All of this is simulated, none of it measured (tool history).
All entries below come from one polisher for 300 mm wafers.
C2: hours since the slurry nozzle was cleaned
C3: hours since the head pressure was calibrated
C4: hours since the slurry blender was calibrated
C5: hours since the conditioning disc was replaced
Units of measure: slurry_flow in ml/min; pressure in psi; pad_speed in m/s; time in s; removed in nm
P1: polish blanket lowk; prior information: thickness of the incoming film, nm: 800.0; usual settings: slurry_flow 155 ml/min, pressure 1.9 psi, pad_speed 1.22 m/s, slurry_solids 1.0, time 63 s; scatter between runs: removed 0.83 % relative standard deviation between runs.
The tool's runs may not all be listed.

Run 1, hour 3.4: slurry_flow 155 ml/min, pressure 1.9 psi, pad_speed 1.22 m/s, slurry_solids 1.0, time 63 s; wafers polished on this pad 868; C2 159.6; C3 1009.5; C4 36.9; C5 278.6. Result: removed 28.575 nm.
Run 2, hour 6.2: slurry_flow 155 ml/min, pressure 1.9 psi, pad_speed 1.22 m/s, slurry_solids 1.0, time 63 s; wafers polished on this pad 886; C2 162.4; C3 1012.3; C4 39.7; C5 281.4. Result: removed 28.551 nm.
Run 3, hour 12.4: slurry_flow 95 ml/min, pressure 1.9 psi, pad_speed 1.22 m/s, slurry_solids 1.0, time 63 s; wafers polished on this pad 927; C2 168.6; C3 1018.5; C4 45.9; C5 287.6. Result: removed 26.220 nm.
Run 4, hour 17.0: slurry_flow 155 ml/min, pressure 1.9 psi, pad_speed 1.22 m/s, slurry_solids 1.0, time 63 s; wafers polished on this pad 957; C2 173.2; C3 1023.1; C4 50.5; C5 292.2. Result: removed 28.803 nm.
Run 5, hour 20.4: slurry_flow 155 ml/min, pressure 1.9 psi, pad_speed 1.22 m/s, slurry_solids 1.0, time 63 s; wafers polished on this pad 979; C2 176.6; C3 1026.5; C4 53.9; C5 295.6. Result: removed 28.282 nm.
Run 6, hour 26.0: slurry_flow 155 ml/min, pressure 1.9 psi, pad_speed 1.22 m/s, slurry_solids 1.3, time 63 s; wafers polished on this pad 1015; C2 182.2; C3 1032.1; C4 59.5; C5 301.2. Result: removed 32.035 nm.
Run 7, hour 30.1: slurry_flow 155 ml/min, pressure 1.9 psi, pad_speed 1.22 m/s, slurry_solids 0.6, time 63 s; wafers polished on this pad 1042; C2 186.3; C3 1036.2; C4 63.6; C5 305.3. Result: removed 22.088 nm.
Run 8, hour 33.6: slurry_flow 230 ml/min, pressure 1.9 psi, pad_speed 1.22 m/s, slurry_solids 1.0, time 63 s; wafers polished on this pad 1065; C2 189.8; C3 1039.7; C4 67.1; C5 308.8. Result: removed 30.324 nm.
At hour 37.2: slurry nozzle cleaned.
Run 9, hour 38.0: slurry_flow 155 ml/min, pressure 3.0 psi, pad_speed 1.22 m/s, slurry_solids 1.0, time 63 s; wafers polished on this pad 1093; C2 0.8; C3 1044.1; C4 71.5; C5 313.2. Result: removed 45.292 nm.
Run 10, hour 43.3: slurry_flow 155 ml/min, pressure 1.9 psi, pad_speed 1.22 m/s, slurry_solids 1.0, time 63 s; wafers polished on this pad 1128; C2 6.1; C3 1049.4; C4 76.8; C5 318.5. Result: removed 28.671 nm.
Run 11, hour 46.6: slurry_flow 155 ml/min, pressure 1.9 psi, pad_speed 1.54 m/s, slurry_solids 1.0, time 63 s; wafers polished on this pad 1149; C2 9.4; C3 1052.7; C4 80.1; C5 321.8. Result: removed 34.211 nm.
Run 12, hour 50.4: slurry_flow 155 ml/min, pressure 0.9 psi, pad_speed 1.22 m/s, slurry_solids 1.0, time 63 s; wafers polished on this pad 1174; C2 13.2; C3 1056.5; C4 83.9; C5 325.6. Result: removed 13.641 nm.
Run 13, hour 53.5: slurry_flow 155 ml/min, pressure 1.9 psi, pad_speed 1.22 m/s, slurry_solids 1.0, time 83 s; wafers polished on this pad 1194; C2 16.3; C3 1059.6; C4 87.0; C5 328.7. Result: removed 37.777 nm.
Run 14, hour 57.6: slurry_flow 155 ml/min, pressure 1.9 psi, pad_speed 0.54 m/s, slurry_solids 1.0, time 63 s; wafers polished on this pad 1221; C2 20.4; C3 1063.7; C4 91.1; C5 332.8. Result: removed 14.839 nm.
Run 15, hour 61.4: slurry_flow 240 ml/min, pressure 1.9 psi, pad_speed 1.22 m/s, slurry_solids 1.0, time 79 s; wafers polished on this pad 1246; C2 24.2; C3 1067.5; C4 94.9; C5 336.6. Result: removed 38.526 nm.
Run 16, hour 64.6: slurry_flow 155 ml/min, pressure 1.9 psi, pad_speed 1.22 m/s, slurry_solids 1.0, time 28 s; wafers polished on this pad 1267; C2 27.4; C3 1070.7; C4 98.1; C5 339.8. Result: removed 12.521 nm.
Run 17, hour 69.4: slurry_flow 155 ml/min, pressure 1.9 psi, pad_speed 1.22 m/s, slurry_solids 1.0, time 63 s; wafers polished on this pad 1298; C2 32.2; C3 1075.5; C4 102.9; C5 344.6. Result: removed 28.900 nm.
Run 18, hour 72.3: slurry_flow 155 ml/min, pressure 1.9 psi, pad_speed 1.22 m/s, slurry_solids 1.0, time 63 s; wafers polished on this pad 1317; C2 35.1; C3 1078.4; C4 105.8; C5 347.5. Result: removed 27.478 nm.
Run 19, hour 78.1: slurry_flow 155 ml/min, pressure 1.9 psi, pad_speed 1.22 m/s, slurry_solids 1.0, time 63 s; wafers polished on this pad 1354; C2 40.9; C3 1084.2; C4 111.6; C5 353.3. Result: removed 26.606 nm.

Expected results for the next run?
Run 20, hour 82.2: slurry_flow 155 ml/min, pressure 1.9 psi, pad_speed 1.22 m/s, slurry_solids 1.0, time 63 s; wafers polished on this pad 1381; C2 45.0; C3 1088.3; C4 115.7; C5 357.4. Result: removed ?.

For run 20 the tool returned removed 26.458 nm.
